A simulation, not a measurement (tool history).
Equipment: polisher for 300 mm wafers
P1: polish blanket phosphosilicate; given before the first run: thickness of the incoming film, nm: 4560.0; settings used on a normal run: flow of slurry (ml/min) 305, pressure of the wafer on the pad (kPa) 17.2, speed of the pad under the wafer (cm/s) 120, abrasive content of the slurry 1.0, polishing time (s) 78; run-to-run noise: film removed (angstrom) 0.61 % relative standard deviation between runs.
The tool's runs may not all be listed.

run   hour  flow of slurry (ml/min)  pressure of the wafer on the pad (kPa)  speed of the pad under the wafer (cm/s)  abrasive content of the slurry  polishing time (s)  wafers polished on this pad  hours since the slurry nozzle was cleaned  hours since the head pressure was calibrated  hours since the slurry blender was calibrated  hours since the conditioning disc was replaced  film removed (angstrom)
  1   10.7                      305                                    17.2                                      120                             1.0                  78                          374                                      249.4                                         122.5                                           88.2                                            72.7                   7273.8
  2   16.3                      305                                    17.2                                      120                             1.0                  78                          439                                      255.0                                         128.1                                           93.8                                            78.3                   7352.4
  3   25.1                      185                                    17.2                                      120                             1.0                  78                          540                                      263.8                                         136.9                                          102.6                                            87.1                   6952.5
  4   31.5                      305                                     9.0                                      120                             1.0                  78                          613                                      270.2                                         143.3                                          109.0                                            93.5                   3801.7
  5   39.1                      475                                    17.2                                      120                             1.0                  78                          701                                      277.8                                         150.9                                          116.6                                           101.1                   7566.9
  6   44.4                      305                                    17.2                                      120                             1.0                  78                          761                                      283.1                                         156.2                                          121.9                                           106.4                   7350.2
  7   53.7                      305                                    17.2                                      120                             1.0                  99                          868                                      292.4                                         165.5                                          131.2                                           115.7                   9445.5
  8   62.9                      305                                    17.2                                       78                             0.6                  78                          974                                      301.6                                         174.7                                          140.4                                           124.9                   4009.9
  9   69.6                      305                                    27.6                                      120                             1.0                  78                         1051                                      308.3                                         181.4                                          147.1                                           131.6                  11723.0
 10   77.8                      305                                    17.2                                      120                             0.6                  78                         1145                                      316.5                                         189.6                                          155.3                                           139.8                   5690.1
 11   87.0                      305                                    17.2                                      188                             1.0                  78                         1251                                      325.7                                         198.8                                          164.5                                           149.0                  10508.0
 12   96.0                      305                                    17.2                                      120                             1.5                  78                         1354                                      334.7                                         207.8                                          173.5                                           158.0                   8752.7
 13  105.4                      305                                    17.2                                      120                             1.0                  78                         1462                                      344.1                                         217.2                                          182.9                                           167.4                   7409.1
 14  117.0                      305                                    17.2                                       88                             1.0                  78                         1595                                      355.7                                         228.8                                          194.5                                           179.0                   5742.5
 15  128.6                      305                                    17.2                                      120                             1.0                  52                         1728                                      367.3                                         240.4                                          206.1                                           190.6                   4893.4
 16  139.5                      455                                    11.0                                      120                             1.0                  78                         1853                                      378.2                                         251.3                                          217.0                                           201.5                   4931.8
 17  146.8                      305                                    17.2                                      120                             1.0                  78                         1937                                      385.5                                         258.6                                          224.3                                           208.8                   7420.1
 18  157.6                      305                                    17.2                                      120                             1.0                  78                         2061                                      396.3                                         269.4                                          235.1                                           219.6                   6974.4
 19  165.0                      305                                    17.2                                      120                             1.0                  78                         2146                                      403.7                                         276.8                                          242.5                                           227.0                   6813.9
 20  172.6                      305                                    17.2                                      120                             1.0                  78                         2233                                      411.3                                         284.4                                          250.1                                           234.6                   6742.0
 21  180.4                      305                                    17.2                                      120                             1.0                  78                         2323                                      419.1                                         292.2                                          257.9                                           242.4                   6598.6
     186.2  -- conditioning disc replaced and pad reconditioned
 22  190.3                      305                                    17.2                                      120                             1.0                  78                         2437                                      429.0                                         302.1                                          267.8                                             4.2                   6503.8
 23  198.0                      305                                    17.2                                      120                             1.0                  78                         2525                                      436.7                                         309.8                                          275.5                                            11.9                   6514.5
     205.4  -- head pressure recalibrated
 24  207.7                      305                                    17.2                                      120                             1.0                  78                         2637                                      446.4                                           2.4                                          285.2                                            21.6                   6498.0
 25  218.5                      305                                    17.2                                      120                             1.0                  78                         2761                                      457.2                                          13.2                                          296.0                                            32.4                   6398.8
 26  228.6                      305                                    17.2                                      120                             1.0                  78                         2877                                      467.3                                          23.3                                          306.1                                            42.5                   6394.0
 27  236.3                      305                                    17.2                                      120                             1.0                  78                         2965                                      475.0                                          31.0                                          313.8                                            50.2                   6453.8

P1 has crept away from where it was. The log is fitted equally well by each of these 2 causes, at the sizes shown:
A: abrasive missing from the slurry, % = 24.7
B: removal rate lost through wear of the pad, % = 13
The onset of the drift is placed at about hour 146.8.
Other possible causes, and why each is ruled out:
slurry flow missing at the pad, %: capped at 40; at that size film removed (angstrom) would change by -5.7 %, too little to explain the creep or opposite to it
head's pressure below its setpoint, %: serviced at hour 205.4, after the change had begun; the process did not return to its earlier output
time polished since the conditioner stopped cutting, s: serviced at hour 186.2, after the change had begun; the process did not return to its earlier output

The list below offers 4 check runs, each averaging the results of 3 wafers, and shows each result as a question mark. For which of them would the listed causes give clearly different results?
check 1  244.0                      305                                    17.2                                      184                            1.00                  78                                                                                                                                                                                                                                             ?
check 2  244.0                      305                                    17.2                                      120                            0.65                  53                                                                                                                                                                                                                                             ?
check 3  244.0                      305                                    26.9                                      186                            1.00                  78                                                                                                                                                                                                                                             ?
check 4  244.0                      305                                    26.9                                      120                            1.00                  78                                                                                                                                                                                                                                             ?

What each check would give under each cause:
  check                   result     if A     if B
check 1  film removed (angstrom)   9007.7   9005.2
check 2  film removed (angstrom)   3389.3   3492.0
check 3  film removed (angstrom)  14174.0  14170.0
check 4  film removed (angstrom)   9982.3   9979.5
Separation of the two closest causes in each check, using whichever result separates them best: check 1 0.03 %; check 2 2.99 %; check 3 0.03 %; check 4 0.03 %
Check 2 tells the causes apart: in the others they would give nearly the same result.

With check 2 done, the readings were: film removed (angstrom) 3375.5. Identify which of the listed causes applies.

The correct cause is A, namely: abrasive missing from the slurry, %.

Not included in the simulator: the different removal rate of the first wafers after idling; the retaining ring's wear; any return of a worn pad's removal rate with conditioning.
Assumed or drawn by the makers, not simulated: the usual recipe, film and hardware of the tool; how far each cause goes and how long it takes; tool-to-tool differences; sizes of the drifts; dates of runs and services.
